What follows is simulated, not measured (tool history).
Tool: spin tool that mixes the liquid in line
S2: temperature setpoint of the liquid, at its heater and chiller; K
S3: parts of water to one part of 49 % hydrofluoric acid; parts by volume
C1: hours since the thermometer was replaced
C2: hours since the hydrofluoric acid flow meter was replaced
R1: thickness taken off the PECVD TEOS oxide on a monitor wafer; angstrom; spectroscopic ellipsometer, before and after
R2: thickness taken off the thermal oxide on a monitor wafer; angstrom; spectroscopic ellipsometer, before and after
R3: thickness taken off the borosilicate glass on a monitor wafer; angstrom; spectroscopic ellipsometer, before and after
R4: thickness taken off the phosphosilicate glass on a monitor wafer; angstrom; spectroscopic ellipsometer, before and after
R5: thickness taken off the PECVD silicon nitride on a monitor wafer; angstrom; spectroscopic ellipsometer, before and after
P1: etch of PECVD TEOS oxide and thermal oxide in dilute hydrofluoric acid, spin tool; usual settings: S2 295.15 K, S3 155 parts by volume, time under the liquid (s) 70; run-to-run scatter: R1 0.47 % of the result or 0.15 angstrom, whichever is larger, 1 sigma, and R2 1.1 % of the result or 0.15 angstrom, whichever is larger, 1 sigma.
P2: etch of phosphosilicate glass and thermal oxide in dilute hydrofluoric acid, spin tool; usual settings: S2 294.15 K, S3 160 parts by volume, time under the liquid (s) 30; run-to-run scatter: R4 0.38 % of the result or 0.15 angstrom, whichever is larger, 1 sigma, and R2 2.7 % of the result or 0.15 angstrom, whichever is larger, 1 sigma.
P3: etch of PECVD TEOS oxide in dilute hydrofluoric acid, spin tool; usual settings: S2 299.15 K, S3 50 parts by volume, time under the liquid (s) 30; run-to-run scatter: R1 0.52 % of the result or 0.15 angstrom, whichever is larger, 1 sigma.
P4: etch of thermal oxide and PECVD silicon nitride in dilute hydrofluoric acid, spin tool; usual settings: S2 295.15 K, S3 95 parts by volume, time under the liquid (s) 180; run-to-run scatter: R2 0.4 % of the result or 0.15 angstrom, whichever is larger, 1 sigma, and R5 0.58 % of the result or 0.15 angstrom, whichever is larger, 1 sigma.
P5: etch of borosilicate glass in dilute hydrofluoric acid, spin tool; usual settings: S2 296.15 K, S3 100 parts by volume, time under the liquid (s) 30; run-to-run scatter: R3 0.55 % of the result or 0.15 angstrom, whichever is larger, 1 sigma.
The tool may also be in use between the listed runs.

{"run": 1, "hour": 18.8, "process that ran": "P1", "S2": 295.15, "S3": 155, "time under the liquid (s)": 70, "C1": 410, "C2": 515.3, "R1": 84.371, "R2": 18.533}
{"run": 2, "hour": 28.2, "process that ran": "P5", "S2": 296.15, "S3": 100, "time under the liquid (s)": 30, "C1": 419.4, "C2": 524.7, "R3": 107.42}
{"run": 3, "hour": 42.4, "process that ran": "P2", "S2": 300.65, "S3": 160, "time under the liquid (s)": 30, "C1": 433.6, "C2": 538.9, "R2": 9.5066, "R4": 284.71}
{"run": 4, "hour": 51.0, "process that ran": "P3", "S2": 299.15, "S3": 50, "time under the liquid (s)": 15, "C1": 442.2, "C2": 547.5, "R1": 72.946}
{"run": 5, "hour": 64.2, "process that ran": "P3", "S2": 299.15, "S3": 50, "time under the liquid (s)": 30, "C1": 455.4, "C2": 560.7, "R1": 147.22}
{"run": 6, "hour": 74.8, "process that ran": "P3", "S2": 299.15, "S3": 50, "time under the liquid (s)": 30, "C1": 466, "C2": 571.3, "R1": 147.15}
{"run": 7, "hour": 91.0, "process that ran": "P2", "S2": 294.15, "S3": 160, "time under the liquid (s)": 15, "C1": 482.2, "C2": 587.5, "R2": 3.7692, "R4": 110.49}
{"run": 8, "hour": 103.8, "process that ran": "P1", "S2": 295.15, "S3": 155, "time under the liquid (s)": 70, "C1": 495, "C2": 600.3, "R1": 84.657, "R2": 18.934}
{"run": 9, "hour": 116.9, "process that ran": "P3", "S2": 292.15, "S3": 50, "time under the liquid (s)": 30, "C1": 508.1, "C2": 613.4, "R1": 108.96}
{"run": 10, "hour": 128.4, "process that ran": "P1", "S2": 295.15, "S3": 155, "time under the liquid (s)": 15, "C1": 519.6, "C2": 624.9, "R1": 18.251, "R2": 4.236}
{"run": 11, "hour": 136.8, "process that ran": "P4", "S2": 295.15, "S3": 30, "time under the liquid (s)": 180, "C1": 528, "C2": 633.3, "R2": 278.16, "R5": 113.89}
{"run": 12, "hour": 155.5, "process that ran": "P5", "S2": 296.15, "S3": 150, "time under the liquid (s)": 30, "C1": 546.7, "C2": 652, "R3": 67.797}
{"run": 13, "hour": 175.0, "process that ran": "P1", "S2": 295.15, "S3": 155, "time under the liquid (s)": 130, "C1": 566.2, "C2": 671.5, "R1": 157.35, "R2": 36.017}
{"run": 14, "hour": 189.0, "process that ran": "P1", "S2": 300.65, "S3": 80, "time under the liquid (s)": 70, "C1": 580.2, "C2": 685.5, "R1": 222.63, "R2": 49.71}
{"run": 15, "hour": 207.1, "process that ran": "P2", "S2": 294.15, "S3": 160, "time under the liquid (s)": 30, "C1": 598.3, "C2": 703.6, "R2": 7.7146, "R4": 221.84}
{"run": 16, "hour": 225.3, "process that ran": "P4", "S2": 295.15, "S3": 95, "time under the liquid (s)": 180, "C1": 616.5, "C2": 721.8, "R2": 81.338, "R5": 36.996}
{"run": 17, "hour": 238.2, "process that ran": "P1", "S2": 295.15, "S3": 155, "time under the liquid (s)": 70, "C1": 629.4, "C2": 734.7, "R1": 84.504, "R2": 18.935}
{"run": 18, "hour": 257.6, "process that ran": "P2", "S2": 294.15, "S3": 160, "time under the liquid (s)": 30, "C1": 648.8, "C2": 754.1, "R2": 7.315, "R4": 221.49}
{"run": 19, "hour": 272.6, "process that ran": "P1", "S2": 295.15, "S3": 240, "time under the liquid (s)": 20, "C1": 663.8, "C2": 769.1, "R1": 14.65, "R2": 2.9472}
{"run": 20, "hour": 283.9, "process that ran": "P4", "S2": 295.15, "S3": 95, "time under the liquid (s)": 15, "C1": 675.1, "C2": 780.4, "R2": 6.6971, "R5": 3.2016}
{"run": 21, "hour": 297.2, "process that ran": "P1", "S2": 303.65, "S3": 155, "time under the liquid (s)": 70, "C1": 688.4, "C2": 793.7, "R1": 117.38, "R2": 25.758}
{"run": 22, "hour": 316.7, "process that ran": "P1", "S2": 295.15, "S3": 280, "time under the liquid (s)": 70, "C1": 707.9, "C2": 813.2, "R1": 41.189, "R2": 9.4707}
{"run": 23, "hour": 330.9, "process that ran": "P3", "S2": 299.15, "S3": 90, "time under the liquid (s)": 30, "C1": 722.1, "C2": 827.4, "R1": 77.911}
{"run": 24, "hour": 342.4, "process that ran": "P5", "S2": 296.15, "S3": 100, "time under the liquid (s)": 55, "C1": 733.6, "C2": 838.9, "R3": 197.67}
{"run": 25, "hour": 356.4, "process that ran": "P5", "S2": 299.65, "S3": 100, "time under the liquid (s)": 30, "C1": 747.6, "C2": 852.9, "R3": 124.44}
{"run": 26, "hour": 371.7, "process that ran": "P1", "S2": 295.15, "S3": 155, "time under the liquid (s)": 70, "C1": 762.9, "C2": 868.2, "R1": 84.6, "R2": 19.567}
{"run": 27, "hour": 386.5, "process that ran": "P5", "S2": 296.15, "S3": 100, "time under the liquid (s)": 30, "C1": 777.7, "C2": 883, "R3": 107.46}

The next listed run, before its measurement:
{"run": 28, "hour": 399.8, "process that ran": "P2", "S2": 294.15, "S3": 250, "time under the liquid (s)": 30, "C1": 791, "C2": 896.3, "R2": "?", "R4": "?"}

Run 28 gave R2 4.1241 angstrom, R4 130.08 angstrom.
